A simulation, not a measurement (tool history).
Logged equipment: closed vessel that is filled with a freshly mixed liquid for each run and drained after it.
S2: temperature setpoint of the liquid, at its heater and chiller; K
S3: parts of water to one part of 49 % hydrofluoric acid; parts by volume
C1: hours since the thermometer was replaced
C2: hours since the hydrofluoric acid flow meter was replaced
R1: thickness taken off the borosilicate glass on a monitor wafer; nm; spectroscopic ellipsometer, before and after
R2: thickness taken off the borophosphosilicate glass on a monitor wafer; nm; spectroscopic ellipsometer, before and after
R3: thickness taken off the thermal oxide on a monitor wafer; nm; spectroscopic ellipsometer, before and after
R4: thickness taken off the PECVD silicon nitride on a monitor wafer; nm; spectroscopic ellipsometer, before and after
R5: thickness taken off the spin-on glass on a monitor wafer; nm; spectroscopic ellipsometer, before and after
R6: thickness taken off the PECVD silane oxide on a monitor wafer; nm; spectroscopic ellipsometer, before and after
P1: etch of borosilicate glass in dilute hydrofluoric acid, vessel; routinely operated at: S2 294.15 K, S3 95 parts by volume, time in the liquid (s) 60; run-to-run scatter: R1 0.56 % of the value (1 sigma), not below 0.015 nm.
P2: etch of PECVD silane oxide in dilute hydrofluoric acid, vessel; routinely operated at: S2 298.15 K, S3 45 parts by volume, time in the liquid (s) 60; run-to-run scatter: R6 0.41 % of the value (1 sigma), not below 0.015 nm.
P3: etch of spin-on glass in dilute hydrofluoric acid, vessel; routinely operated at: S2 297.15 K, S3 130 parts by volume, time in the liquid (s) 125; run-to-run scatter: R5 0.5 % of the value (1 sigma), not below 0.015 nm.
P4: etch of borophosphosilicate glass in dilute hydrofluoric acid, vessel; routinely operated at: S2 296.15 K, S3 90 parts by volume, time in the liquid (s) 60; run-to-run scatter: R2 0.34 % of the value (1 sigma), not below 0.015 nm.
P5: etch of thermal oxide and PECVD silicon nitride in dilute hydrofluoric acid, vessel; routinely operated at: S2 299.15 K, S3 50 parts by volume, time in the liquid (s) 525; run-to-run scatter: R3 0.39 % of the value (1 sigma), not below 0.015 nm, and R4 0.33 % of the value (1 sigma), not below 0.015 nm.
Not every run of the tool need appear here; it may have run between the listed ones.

Run 1, hour 11.7: process that ran P1, S2 294.15 K, S3 95 parts by volume, time in the liquid (s) 60; C1 349.3; C2 577.4. Result: R1 9.5362 nm.
Run 2, hour 25.7: process that ran P1, S2 294.15 K, S3 95 parts by volume, time in the liquid (s) 90; C1 363.3; C2 591.4. Result: R1 14.347 nm.
Run 3, hour 38.8: process that ran P1, S2 294.15 K, S3 95 parts by volume, time in the liquid (s) 60; C1 376.4; C2 604.5. Result: R1 9.6045 nm.
Run 4, hour 52.3: process that ran P4, S2 296.15 K, S3 90 parts by volume, time in the liquid (s) 60; C1 389.9; C2 618. Result: R2 52.142 nm.
Run 5, hour 65.9: process that ran P1, S2 294.15 K, S3 95 parts by volume, time in the liquid (s) 60; C1 403.5; C2 631.6. Result: R1 9.7149 nm.
Run 6, hour 78.1: process that ran P1, S2 294.15 K, S3 95 parts by volume, time in the liquid (s) 30; C1 415.7; C2 643.8. Result: R1 4.8313 nm.
Run 7, hour 90.6: process that ran P5, S2 299.15 K, S3 30 parts by volume, time in the liquid (s) 525; C1 428.2; C2 656.3. Result: R3 100.34 nm, R4 48.129 nm.
Run 8, hour 107.2: process that ran P5, S2 303.15 K, S3 50 parts by volume, time in the liquid (s) 525; C1 444.8; C2 672.9. Result: R3 68.563 nm, R4 37.907 nm.
Run 9, hour 117.6: process that ran P1, S2 290.15 K, S3 95 parts by volume, time in the liquid (s) 60; C1 455.2; C2 683.3. Result: R1 8.0904 nm.
Run 10, hour 131.6: process that ran P3, S2 297.15 K, S3 130 parts by volume, time in the liquid (s) 125; C1 469.2; C2 697.3. Result: R5 30.635 nm.
Run 11, hour 144.6: process that ran P2, S2 298.15 K, S3 20 parts by volume, time in the liquid (s) 60; C1 482.2; C2 710.3. Result: R6 61.222 nm.
Run 12, hour 154.1: process that ran P1, S2 294.15 K, S3 50 parts by volume, time in the liquid (s) 60; C1 491.7; C2 719.8. Result: R1 19.391 nm.
Run 13, hour 172.5: process that ran P1, S2 300.65 K, S3 95 parts by volume, time in the liquid (s) 60; C1 510.1; C2 738.2. Result: R1 12.586 nm.
Run 14, hour 184: process that ran P4, S2 296.15 K, S3 45 parts by volume, time in the liquid (s) 60; C1 521.6; C2 749.7. Result: R2 110.21 nm.
Run 15, hour 197.2: process that ran P2, S2 298.15 K, S3 45 parts by volume, time in the liquid (s) 60; C1 534.8; C2 762.9. Result: R6 26.463 nm.
Run 16, hour 206.5: process that ran P5, S2 299.15 K, S3 50 parts by volume, time in the liquid (s) 95; C1 544.1; C2 772.2. Result: R3 10.613 nm, R4 5.3128 nm.
Run 17, hour 224.4: process that ran P1, S2 290.15 K, S3 95 parts by volume, time in the liquid (s) 95; C1 562; C2 790.1. Result: R1 12.987 nm.
Run 18, hour 242.1: process that ran P5, S2 299.15 K, S3 50 parts by volume, time in the liquid (s) 525; C1 579.7; C2 807.8. Result: R3 58.583 nm, R4 29.13 nm.
Run 19, hour 260.7: process that ran P5, S2 299.15 K, S3 50 parts by volume, time in the liquid (s) 525; C1 598.3; C2 826.4. Result: R3 58.421 nm, R4 29.034 nm.
Run 20, hour 271.5: process that ran P1, S2 294.15 K, S3 95 parts by volume, time in the liquid (s) 60; C1 609.1; C2 837.2. Result: R1 9.5867 nm.
Run 21, hour 288.5: process that ran P3, S2 297.15 K, S3 130 parts by volume, time in the liquid (s) 220; C1 626.1; C2 854.2. Result: R5 53.811 nm.
Run 22, hour 298: process that ran P4, S2 304.15 K, S3 90 parts by volume, time in the liquid (s) 60; C1 635.6; C2 863.7. Result: R2 71.429 nm.
Run 23, hour 309.4: process that ran P3, S2 302.65 K, S3 130 parts by volume, time in the liquid (s) 125; C1 647; C2 875.1. Result: R5 37.793 nm.
Run 24, hour 322.7: process that ran P2, S2 298.15 K, S3 45 parts by volume, time in the liquid (s) 30; C1 660.3; C2 888.4. Result: R6 13.176 nm.
Run 25, hour 332.2: process that ran P1, S2 290.15 K, S3 95 parts by volume, time in the liquid (s) 100; C1 669.8; C2 897.9. Result: R1 13.466 nm.
Run 26, hour 346: process that ran P1, S2 294.15 K, S3 95 parts by volume, time in the liquid (s) 60; C1 683.6; C2 911.7. Result: R1 9.5335 nm.
Run 27, hour 362.2: process that ran P1, S2 294.15 K, S3 95 parts by volume, time in the liquid (s) 60; C1 699.8; C2 927.9. Result: R1 9.6138 nm.
Run 28, hour 371.7: process that ran P3, S2 297.15 K, S3 30 parts by volume, time in the liquid (s) 125; C1 709.3; C2 937.4. Result: R5 150.14 nm.
Run 29, hour 386.6: process that ran P1, S2 294.15 K, S3 160 parts by volume, time in the liquid (s) 60; C1 724.2; C2 952.3. Result: R1 5.3475 nm.
Run 30, hour 398.8: process that ran P4, S2 296.15 K, S3 90 parts by volume, time in the liquid (s) 85; C1 736.4; C2 964.5. Result: R2 74.017 nm.
Run 31, hour 414.6: process that ran P2, S2 302.15 K, S3 45 parts by volume, time in the liquid (s) 60; C1 752.2; C2 980.3. Result: R6 30.871 nm.
Run 32, hour 432.4: process that ran P1, S2 294.15 K, S3 95 parts by volume, time in the liquid (s) 60; C1 770; C2 998.1. Result: R1 9.5584 nm.
Run 33, hour 447.2: process that ran P1, S2 294.15 K, S3 95 parts by volume, time in the liquid (s) 60; C1 784.8; C2 1012.9. Result: R1 10.009 nm.
Run 34, hour 462.7: process that ran P1, S2 294.15 K, S3 95 parts by volume, time in the liquid (s) 60; C1 800.3; C2 1028.4. Result: R1 10.189 nm.
Run 35, hour 480.3: process that ran P1, S2 294.15 K, S3 95 parts by volume, time in the liquid (s) 60; C1 817.9; C2 1046. Result: R1 10.305 nm.
Run 36, hour 499.1: process that ran P1, S2 294.15 K, S3 95 parts by volume, time in the liquid (s) 60; C1 836.7; C2 1064.8. Result: R1 10.535 nm.
Run 37, hour 518.2: process that ran P1, S2 294.15 K, S3 95 parts by volume, time in the liquid (s) 60; C1 855.8; C2 1083.9. Result: R1 10.428 nm.
Run 38, hour 532.8: process that ran P1, S2 294.15 K, S3 95 parts by volume, time in the liquid (s) 60; C1 870.4; C2 1098.5. Result: R1 10.592 nm.
Run 39, hour 544.6: process that ran P1, S2 294.15 K, S3 95 parts by volume, time in the liquid (s) 60; C1 882.2; C2 1110.3. Result: R1 10.575 nm.
Run 40, hour 559.1: process that ran P1, S2 294.15 K, S3 95 parts by volume, time in the liquid (s) 60; C1 896.7; C2 1124.8. Result: R1 10.66 nm.
Run 41, hour 575.6: process that ran P1, S2 294.15 K, S3 95 parts by volume, time in the liquid (s) 60; C1 913.2; C2 1141.3. Result: R1 10.613 nm.

What P1 gives has crept off from where it sat before. The 2 causes that follow fit the log equally well, each at the size noted:
A: hydrofluoric acid flow above the setpoint (%) = 9.14
B: liquid hotter than its thermometer reads (K) = 2.4
The drift started at roughly hour 432.4.

Below are 4 check runs, each on a single wafer, with their results shown as question marks. Which of them would tell the listed causes apart, meaning the causes would give clearly different results under it?
Run check 1, hour 592.1: process that ran P3, S2 297.15 K, S3 130 parts by volume, time in the liquid (s) 125. Result: R5 ?.
Run check 2, hour 592.1: process that ran P4, S2 296.15 K, S3 90 parts by volume, time in the liquid (s) 60. Result: R2 ?.
Run check 3, hour 592.1: process that ran P2, S2 298.15 K, S3 45 parts by volume, time in the liquid (s) 60. Result: R6 ?.
Run check 4, hour 592.1: process that ran P5, S2 299.15 K, S3 50 parts by volume, time in the liquid (s) 525. Result: R3 ?, R4 ?.

Expected result of each check under each candidate cause:
  check  result    if A    if B
check 1      R5   33.81  33.527
check 2      R2  57.458  57.393
check 3      R6  28.964  29.104
check 4      R3  64.327  64.515
check 4      R4  31.747  34.123
Minimum pairwise separation of causes per check, each pair taken at its best-separating result: check 1 0.84 %; check 2 0.11 %; check 3 0.48 %; check 4 7.22 %
The other checks would show nearly matching results whichever cause is true, so check 4 is the only one that separates the causes.

Here is what check 4 returned: R3 64.288 nm; R4 31.609 nm. Which cause is it?

A is the cause: hydrofluoric acid flow above the setpoint (%).
